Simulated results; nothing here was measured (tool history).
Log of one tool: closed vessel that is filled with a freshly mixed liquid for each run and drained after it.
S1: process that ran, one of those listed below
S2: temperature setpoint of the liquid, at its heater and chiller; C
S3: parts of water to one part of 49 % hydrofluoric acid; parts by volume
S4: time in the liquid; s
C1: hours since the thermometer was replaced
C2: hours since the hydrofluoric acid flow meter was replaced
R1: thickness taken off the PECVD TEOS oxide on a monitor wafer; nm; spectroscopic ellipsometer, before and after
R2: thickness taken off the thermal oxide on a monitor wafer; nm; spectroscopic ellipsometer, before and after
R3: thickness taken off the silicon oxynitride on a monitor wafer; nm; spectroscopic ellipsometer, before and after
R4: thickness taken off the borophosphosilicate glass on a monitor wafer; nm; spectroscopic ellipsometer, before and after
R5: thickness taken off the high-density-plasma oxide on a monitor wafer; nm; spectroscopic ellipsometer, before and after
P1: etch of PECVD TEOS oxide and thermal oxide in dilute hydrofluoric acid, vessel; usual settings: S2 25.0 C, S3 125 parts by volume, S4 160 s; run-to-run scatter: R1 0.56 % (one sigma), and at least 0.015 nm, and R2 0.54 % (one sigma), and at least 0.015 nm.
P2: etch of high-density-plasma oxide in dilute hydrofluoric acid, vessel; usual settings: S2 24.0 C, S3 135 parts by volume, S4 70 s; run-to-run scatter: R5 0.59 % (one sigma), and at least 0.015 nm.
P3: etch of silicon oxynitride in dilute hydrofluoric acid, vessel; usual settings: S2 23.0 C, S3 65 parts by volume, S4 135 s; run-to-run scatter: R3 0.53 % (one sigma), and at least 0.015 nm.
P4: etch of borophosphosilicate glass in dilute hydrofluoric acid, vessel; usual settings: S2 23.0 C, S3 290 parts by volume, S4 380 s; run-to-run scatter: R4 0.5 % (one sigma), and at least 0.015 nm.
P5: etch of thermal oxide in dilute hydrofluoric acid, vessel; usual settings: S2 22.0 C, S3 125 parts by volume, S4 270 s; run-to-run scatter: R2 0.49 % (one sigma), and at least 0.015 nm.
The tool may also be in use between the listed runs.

run 1 hour=6.1 | S1=P1 S2=25.0 S3=125 S4=160 | C1=321.8 C2=255.2 | R1=25.094 R2=6.2805
run 2 hour=17.2 | S1=P1 S2=25.0 S3=125 S4=160 | C1=332.9 C2=266.3 | R1=25.315 R2=6.2846
run 3 hour=26.3 | S1=P3 S2=17.0 S3=65 S4=135 | C1=342.0 C2=275.4 | R3=7.0783
run 4 hour=35.1 | S1=P1 S2=25.0 S3=125 S4=160 | C1=350.8 C2=284.2 | R1=25.312 R2=6.2401
run 5 hour=40.4 | S1=P1 S2=25.0 S3=125 S4=160 | C1=356.1 C2=289.5 | R1=25.208 R2=6.2562
run 6 hour=51.4 | S1=P4 S2=23.0 S3=290 S4=380 | C1=367.1 C2=300.5 | R4=55.353
run 7 hour=60.7 | S1=P3 S2=23.0 S3=65 S4=135 | C1=376.4 C2=309.8 | R3=9.5300
run 8 hour=68.8 | S1=P3 S2=23.0 S3=20 S4=135 | C1=384.5 C2=317.9 | R3=32.0490
run 9 hour=74.8 | S1=P3 S2=23.0 S3=65 S4=135 | C1=390.5 C2=323.9 | R3=9.5901
run 10 hour=85.5 | S1=P4 S2=23.0 S3=290 S4=650 | C1=401.2 C2=334.6 | R4=94.916
run 11 hour=95.0 | S1=P1 S2=25.0 S3=125 S4=160 | C1=410.7 C2=344.1 | R1=25.159 R2=6.2588
run 12 hour=105.3 | S1=P1 S2=25.0 S3=125 S4=65 | C1=421.0 C2=354.4 | R1=10.345 R2=2.5485
run 13 hour=115.9 | S1=P5 S2=28.0 S3=125 S4=270 | C1=431.6 C2=365.0 | R2=10.8870
run 14 hour=123.5 | S1=P2 S2=24.0 S3=135 S4=40 | C1=439.2 C2=372.6 | R5=3.2860
run 15 hour=131.4 | S1=P3 S2=23.0 S3=65 S4=255 | C1=447.1 C2=380.5 | R3=17.8820
-- hour=135.7 thermometer replaced
run 16 hour=141.8 | S1=P1 S2=25.0 S3=45 S4=160 | C1=6.2 C2=390.9 | R1=77.163 R2=19.2270
run 17 hour=148.4 | S1=P2 S2=30.0 S3=135 S4=70 | C1=12.8 C2=397.5 | R5=7.0771
run 18 hour=157.0 | S1=P4 S2=23.0 S3=55 S4=380 | C1=21.4 C2=406.1 | R4=378.660
run 19 hour=164.0 | S1=P5 S2=22.0 S3=125 S4=270 | C1=28.4 C2=413.1 | R2=8.7401
run 20 hour=171.8 | S1=P2 S2=24.0 S3=135 S4=70 | C1=36.2 C2=420.9 | R5=5.6744
run 21 hour=177.5 | S1=P1 S2=17.5 S3=125 S4=160 | C1=41.9 C2=426.6 | R1=18.554 R2=4.6145
run 22 hour=183.2 | S1=P5 S2=22.0 S3=125 S4=270 | C1=47.6 C2=432.3 | R2=8.7500
run 23 hour=193.3 | S1=P4 S2=23.0 S3=290 S4=380 | C1=57.7 C2=442.4 | R4=55.683
run 24 hour=203.0 | S1=P5 S2=22.0 S3=170 S4=270 | C1=67.4 C2=452.1 | R2=6.0739
run 25 hour=211.1 | S1=P1 S2=25.0 S3=85 S4=245 | C1=75.5 C2=460.2 | R1=59.891 R2=14.8350
run 26 hour=216.7 | S1=P2 S2=24.0 S3=240 S4=70 | C1=81.1 C2=465.8 | R5=2.8288
run 27 hour=222.8 | S1=P1 S2=30.5 S3=125 S4=160 | C1=87.2 C2=471.9 | R1=31.138 R2=7.6970
run 28 hour=230.0 | S1=P5 S2=22.0 S3=125 S4=85 | C1=94.4 C2=479.1 | R2=2.7625
run 29 hour=240.7 | S1=P1 S2=25.0 S3=125 S4=160 | C1=105.1 C2=489.8 | R1=25.110 R2=6.1913
run 30 hour=246.5 | S1=P4 S2=19.0 S3=290 S4=380 | C1=110.9 C2=495.6 | R4=48.021
run 31 hour=252.7 | S1=P2 S2=24.0 S3=135 S4=70 | C1=117.1 C2=501.8 | R5=5.6824
run 32 hour=259.8 | S1=P1 S2=25.0 S3=125 S4=230 | C1=124.2 C2=508.9 | R1=36.353 R2=8.9973
run 33 hour=266.1 | S1=P1 S2=25.0 S3=185 S4=160 | C1=130.5 C2=515.2 | R1=16.026 R2=3.9209
run 34 hour=277.4 | S1=P1 S2=25.0 S3=125 S4=160 | C1=141.8 C2=526.5 | R1=25.260 R2=6.2811
run 35 hour=282.8 | S1=P1 S2=25.0 S3=125 S4=160 | C1=147.2 C2=531.9 | R1=25.767 R2=6.4035
run 36 hour=289.4 | S1=P1 S2=25.0 S3=125 S4=160 | C1=153.8 C2=538.5 | R1=26.354 R2=6.5319
run 37 hour=300.0 | S1=P1 S2=25.0 S3=125 S4=160 | C1=164.4 C2=549.1 | R1=26.463 R2=6.6770
run 38 hour=306.1 | S1=P1 S2=25.0 S3=125 S4=160 | C1=170.5 C2=555.2 | R1=26.851 R2=6.6020
run 39 hour=312.4 | S1=P1 S2=25.0 S3=125 S4=160 | C1=176.8 C2=561.5 | R1=27.186 R2=6.7237
run 40 hour=319.7 | S1=P1 S2=25.0 S3=125 S4=160 | C1=184.1 C2=568.8 | R1=27.202 R2=6.7459
run 41 hour=328.9 | S1=P1 S2=25.0 S3=125 S4=160 | C1=193.3 C2=578.0 | R1=27.225 R2=6.7098
run 42 hour=337.7 | S1=P1 S2=25.0 S3=125 S4=160 | C1=202.1 C2=586.8 | R1=27.452 R2=6.6549
run 43 hour=342.8 | S1=P1 S2=25.0 S3=125 S4=160 | C1=207.2 C2=591.9 | R1=27.263 R2=6.8147
run 44 hour=348.7 | S1=P1 S2=25.0 S3=125 S4=160 | C1=213.1 C2=597.8 | R1=27.396 R2=6.7027

What P1 gives has crept away from where it was. These 2 causes fit the log equally well, each at the size given:
A: liquid hotter than its thermometer reads (K) = 1.94
B: hydrofluoric acid flow above the setpoint (%) = 6.65
The creep began at about hour 277.4.

4 check runs are offered, each on 2 wafers whose results are averaged, their results left as question marks. Which one tells the causes apart?
run check 1 hour=354.6 | S1=P4 S2=23.0 S3=180 S4=380 | R4=?
run check 2 hour=354.6 | S1=P3 S2=18.0 S3=65 S4=245 | R3=?
run check 3 hour=354.6 | S1=P5 S2=25.5 S3=125 S4=270 | R2=?
run check 4 hour=354.6 | S1=P2 S2=29.0 S3=135 S4=70 | R5=?

What each check would give under each cause:
check=check_1 result=R4 if_A=107.140 if_B=107.550
check=check_2 result=R3 if_A=14.8780 if_B=14.4300
check=check_3 result=R2 if_A=10.7280 if_B=10.7300
check=check_4 result=R5 if_A=7.3673 if_B=7.4032
How far apart the two closest causes lie, in the result that separates them most: check 1 0.38 %; check 2 3.05 %; check 3 0.02 %; check 4 0.49 %
Check 2 tells the causes apart: in the others they would give nearly the same result.

Check 2 was then run and gave: R3 14.4200 nm. Which cause is it?

It is B: hydrofluoric acid flow above the setpoint (%).
